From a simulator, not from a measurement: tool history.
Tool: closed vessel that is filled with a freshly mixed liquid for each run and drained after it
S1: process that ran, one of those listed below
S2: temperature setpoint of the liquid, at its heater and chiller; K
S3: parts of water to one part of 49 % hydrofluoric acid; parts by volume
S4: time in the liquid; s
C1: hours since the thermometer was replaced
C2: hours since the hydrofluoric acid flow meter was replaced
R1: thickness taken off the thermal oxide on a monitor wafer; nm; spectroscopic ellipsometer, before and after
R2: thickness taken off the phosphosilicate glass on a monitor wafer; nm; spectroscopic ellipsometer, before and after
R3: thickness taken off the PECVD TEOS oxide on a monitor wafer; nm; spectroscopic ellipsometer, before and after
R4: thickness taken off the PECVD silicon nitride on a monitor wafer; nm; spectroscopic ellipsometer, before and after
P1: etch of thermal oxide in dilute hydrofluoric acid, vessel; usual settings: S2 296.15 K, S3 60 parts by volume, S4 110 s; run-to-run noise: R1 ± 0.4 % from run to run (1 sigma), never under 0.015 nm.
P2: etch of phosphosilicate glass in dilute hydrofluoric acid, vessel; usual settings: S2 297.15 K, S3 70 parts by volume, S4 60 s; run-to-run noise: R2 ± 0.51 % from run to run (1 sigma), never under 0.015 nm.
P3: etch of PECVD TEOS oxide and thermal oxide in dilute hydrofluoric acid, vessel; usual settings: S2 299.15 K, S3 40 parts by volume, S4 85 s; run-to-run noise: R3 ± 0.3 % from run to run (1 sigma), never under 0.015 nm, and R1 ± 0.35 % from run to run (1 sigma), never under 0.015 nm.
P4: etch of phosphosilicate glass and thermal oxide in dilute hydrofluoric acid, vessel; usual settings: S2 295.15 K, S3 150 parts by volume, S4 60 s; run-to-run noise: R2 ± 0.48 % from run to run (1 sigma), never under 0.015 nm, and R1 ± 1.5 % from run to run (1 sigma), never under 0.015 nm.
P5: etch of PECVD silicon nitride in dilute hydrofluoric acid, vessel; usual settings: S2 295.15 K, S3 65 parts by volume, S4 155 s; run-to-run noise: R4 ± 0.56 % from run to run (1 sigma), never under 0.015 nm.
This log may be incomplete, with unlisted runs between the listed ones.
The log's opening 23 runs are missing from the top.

run,hour,S1,S2,S3,S4,C1,C2,R1,R2,R3,R4
24,261.8,P1,296.15,60,110,186.3,870.8,8.87740,,,
25,277.6,P5,291.15,65,155,202.1,886.6,,,,4.5440
26,293.6,P1,296.15,60,110,218.1,902.6,8.93900,,,
27,307.0,P5,295.15,65,305,231.5,916.0,,,,11.8960
28,316.3,P5,295.15,65,155,240.8,925.3,,,,6.0261
29,330.8,P1,290.15,60,110,255.3,939.8,6.93390,,,
30,341.3,P1,296.15,60,110,265.8,950.3,8.86460,,,
31,356.1,P1,303.15,25,110,280.6,965.1,29.76700,,,
32,367.3,P4,295.15,150,30,291.8,976.3,0.81625,34.381,,
33,382.9,P4,291.15,150,60,307.4,991.9,1.39970,58.434,,
34,397.7,P5,295.15,20,155,322.2,1006.7,,,,18.8800

The next listed run, before its measurement:
35,409.7,P1,296.15,60,110,334.2,1018.7,?,,,

{"run 35": {"R1": 8.8428}}

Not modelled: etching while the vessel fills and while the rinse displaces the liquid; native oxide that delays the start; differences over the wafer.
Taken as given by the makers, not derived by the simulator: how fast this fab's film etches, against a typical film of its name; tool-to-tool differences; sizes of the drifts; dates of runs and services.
